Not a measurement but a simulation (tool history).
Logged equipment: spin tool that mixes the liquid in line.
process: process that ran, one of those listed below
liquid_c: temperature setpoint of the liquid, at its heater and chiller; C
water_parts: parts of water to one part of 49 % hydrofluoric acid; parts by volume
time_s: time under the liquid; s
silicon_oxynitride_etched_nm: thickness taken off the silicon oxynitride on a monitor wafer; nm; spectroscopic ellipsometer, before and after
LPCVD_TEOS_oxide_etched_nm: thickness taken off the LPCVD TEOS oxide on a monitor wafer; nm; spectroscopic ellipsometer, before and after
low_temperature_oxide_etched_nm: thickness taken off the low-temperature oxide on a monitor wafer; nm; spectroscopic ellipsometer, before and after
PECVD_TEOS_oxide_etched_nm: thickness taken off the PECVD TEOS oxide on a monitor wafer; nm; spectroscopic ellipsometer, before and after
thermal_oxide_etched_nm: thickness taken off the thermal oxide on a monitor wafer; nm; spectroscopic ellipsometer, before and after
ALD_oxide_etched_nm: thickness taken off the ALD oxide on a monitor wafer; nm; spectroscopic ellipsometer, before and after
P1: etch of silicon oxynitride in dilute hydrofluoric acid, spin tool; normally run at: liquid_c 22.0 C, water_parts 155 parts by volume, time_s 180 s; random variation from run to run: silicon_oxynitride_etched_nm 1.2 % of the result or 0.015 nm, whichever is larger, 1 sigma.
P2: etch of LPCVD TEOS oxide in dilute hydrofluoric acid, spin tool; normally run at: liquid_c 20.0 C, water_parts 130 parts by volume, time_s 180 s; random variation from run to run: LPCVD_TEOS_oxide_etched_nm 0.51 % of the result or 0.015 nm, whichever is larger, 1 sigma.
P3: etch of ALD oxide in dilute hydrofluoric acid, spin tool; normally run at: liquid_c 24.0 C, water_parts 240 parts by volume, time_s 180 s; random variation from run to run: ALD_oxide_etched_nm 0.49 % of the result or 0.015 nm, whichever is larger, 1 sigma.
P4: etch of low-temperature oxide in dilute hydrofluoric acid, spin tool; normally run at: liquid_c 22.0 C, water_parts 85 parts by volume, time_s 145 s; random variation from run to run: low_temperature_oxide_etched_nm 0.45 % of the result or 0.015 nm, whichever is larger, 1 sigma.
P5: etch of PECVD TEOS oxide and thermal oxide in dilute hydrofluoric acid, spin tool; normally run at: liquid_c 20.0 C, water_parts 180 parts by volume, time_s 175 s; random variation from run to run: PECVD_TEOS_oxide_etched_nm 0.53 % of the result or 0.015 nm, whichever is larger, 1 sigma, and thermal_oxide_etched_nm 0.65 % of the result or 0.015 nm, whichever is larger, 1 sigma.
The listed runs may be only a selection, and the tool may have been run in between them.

run,day,process,liquid_c,water_parts,time_s,hours since the thermometer was replaced,hours since the hydrofluoric acid flow meter was replaced,silicon_oxynitride_etched_nm,LPCVD_TEOS_oxide_etched_nm,low_temperature_oxide_etched_nm,PECVD_TEOS_oxide_etched_nm,thermal_oxide_etched_nm,ALD_oxide_etched_nm
1,0.217,P1,22.0,155,180,1312.0,297.6,1.95950,,,,,
2,0.408,P1,18.5,155,180,1316.6,302.2,1.60450,,,,,
3,0.546,P2,27.0,130,180,1319.9,305.5,,47.498,,,,
4,0.821,P1,22.0,155,180,1326.5,312.1,1.89460,,,,,
5,1.050,P1,22.0,155,180,1332.0,317.6,1.92820,,,,,
6,1.192,P1,22.0,155,180,1335.4,321.0,1.94260,,,,,
7,1.388,P4,17.0,85,145,1340.1,325.7,,,13.680,,,
8,1.583,P1,28.5,155,315,1344.8,330.4,4.46430,,,,,
9,1.825,P4,22.0,85,245,1350.6,336.2,,,28.615,,,
10,2.062,P5,17.0,180,175,1356.3,341.9,,,,6.1175,3.11000,
11,2.229,P2,20.0,25,180,1360.3,345.9,,209.850,,,,
12,2.442,P3,24.0,240,180,1365.4,351.0,,,,,,13.6680
13,2.600,P3,24.0,240,40,1369.2,354.8,,,,,,3.0082
14,2.896,P1,22.0,260,180,1376.3,361.9,1.06370,,,,,
15,3.125,P2,20.0,130,85,1381.8,367.4,,16.978,,,,
16,3.362,P2,20.0,130,180,1387.5,373.1,,35.759,,,,
17,3.600,P5,20.0,180,175,1393.2,378.8,,,,6.9723,3.52370,
18,3.821,P3,24.0,240,180,1398.5,384.1,,,,,,13.6400
19,4.117,P1,22.0,155,180,1405.6,391.2,1.93130,,,,,
20,4.246,P5,20.0,55,175,1408.7,394.3,,,,26.1350,13.33300,
21,4.525,P5,20.0,180,35,1415.4,401.0,,,,1.4229,0.70752,
22,4.675,P4,22.0,125,145,1419.0,404.6,,,10.909,,,
23,4.829,P1,30.0,155,180,1422.7,408.3,2.75880,,,,,
24,5.083,P1,22.0,90,180,1428.8,414.4,3.46480,,,,,
25,5.267,P2,20.0,130,180,1433.2,418.8,,36.038,,,,
26,5.488,P4,22.0,85,145,1438.5,424.1,,,16.833,,,
27,5.708,P3,30.0,240,180,1443.8,429.4,,,,,,16.7420
28,5.938,P1,22.0,155,180,1449.3,434.9,1.89730,,,,,
29,6.112,P1,17.0,260,180,1453.5,439.1,0.85677,,,,,
30,6.338,P1,22.0,155,180,1458.9,444.5,1.88810,,,,,
31,6.488,P1,22.0,155,95,1462.5,448.1,1.00440,,,,,
32,6.779,P1,22.0,155,345,1469.5,455.1,3.66060,,,,,
33,6.992,P3,24.0,80,180,1474.6,460.2,,,,,,49.5080
34,7.192,P1,22.0,155,180,1479.4,465.0,1.92030,,,,,
35,7.379,P1,22.0,155,180,1483.9,469.5,1.99060,,,,,
36,7.542,P1,22.0,155,180,1487.8,473.4,2.01290,,,,,
37,7.683,P1,22.0,155,180,1491.2,476.8,1.98400,,,,,
38,7.896,P1,22.0,155,180,1496.3,481.9,2.12300,,,,,
39,8.167,P1,22.0,155,180,1502.8,488.4,2.11350,,,,,
40,8.438,P1,22.0,155,180,1509.3,494.9,2.08190,,,,,
41,8.717,P1,22.0,155,180,1516.0,501.6,2.15680,,,,,
42,8.875,P1,22.0,155,180,1519.8,505.4,2.04170,,,,,
43,9.042,P1,22.0,155,180,1523.8,509.4,2.03970,,,,,

The log shows P1 creeping away from where it was. Any of the 2 causes listed here, at the size stated for it, fits the log just as well as the others:
A: liquid hotter than its thermometer reads (K) = 1.93
B: hydrofluoric acid flow above the setpoint (%) = 8.34
Onset of the creep was near day 7.192.

Each of the 4 check runs below uses one wafer; its results are left as question marks. Which run tells the causes apart?
check 1,9.208,P4,19.0,85,235,,,,,?,,,
check 2,9.208,P3,28.0,240,180,,,,,,,,?
check 3,9.208,P2,25.0,30,180,,,,?,,,,
check 4,9.208,P5,17.0,120,175,,,,,,?,?,

What each check would give under each cause:
check,result,if A,if B
check 1,low_temperature_oxide_etched_nm,26.123,26.315
check 2,ALD_oxide_etched_nm,16.7430,17.3480
check 3,LPCVD_TEOS_oxide_etched_nm,233.400,234.270
check 4,PECVD_TEOS_oxide_etched_nm,10.6500,10.7550
check 4,thermal_oxide_etched_nm,5.40240,5.45540
Per-check spread between the two closest causes, in the result where they differ most: check 1 0.73 %; check 2 3.55 %; check 3 0.37 %; check 4 0.98 %
The causes can be told apart only by check 2. The other checks would give nearly the same results under each of them.

Running check 2 produced the following: ALD_oxide_etched_nm 17.3270 nm. Which one of the listed causes fits?

B is the cause: hydrofluoric acid flow above the setpoint (%).

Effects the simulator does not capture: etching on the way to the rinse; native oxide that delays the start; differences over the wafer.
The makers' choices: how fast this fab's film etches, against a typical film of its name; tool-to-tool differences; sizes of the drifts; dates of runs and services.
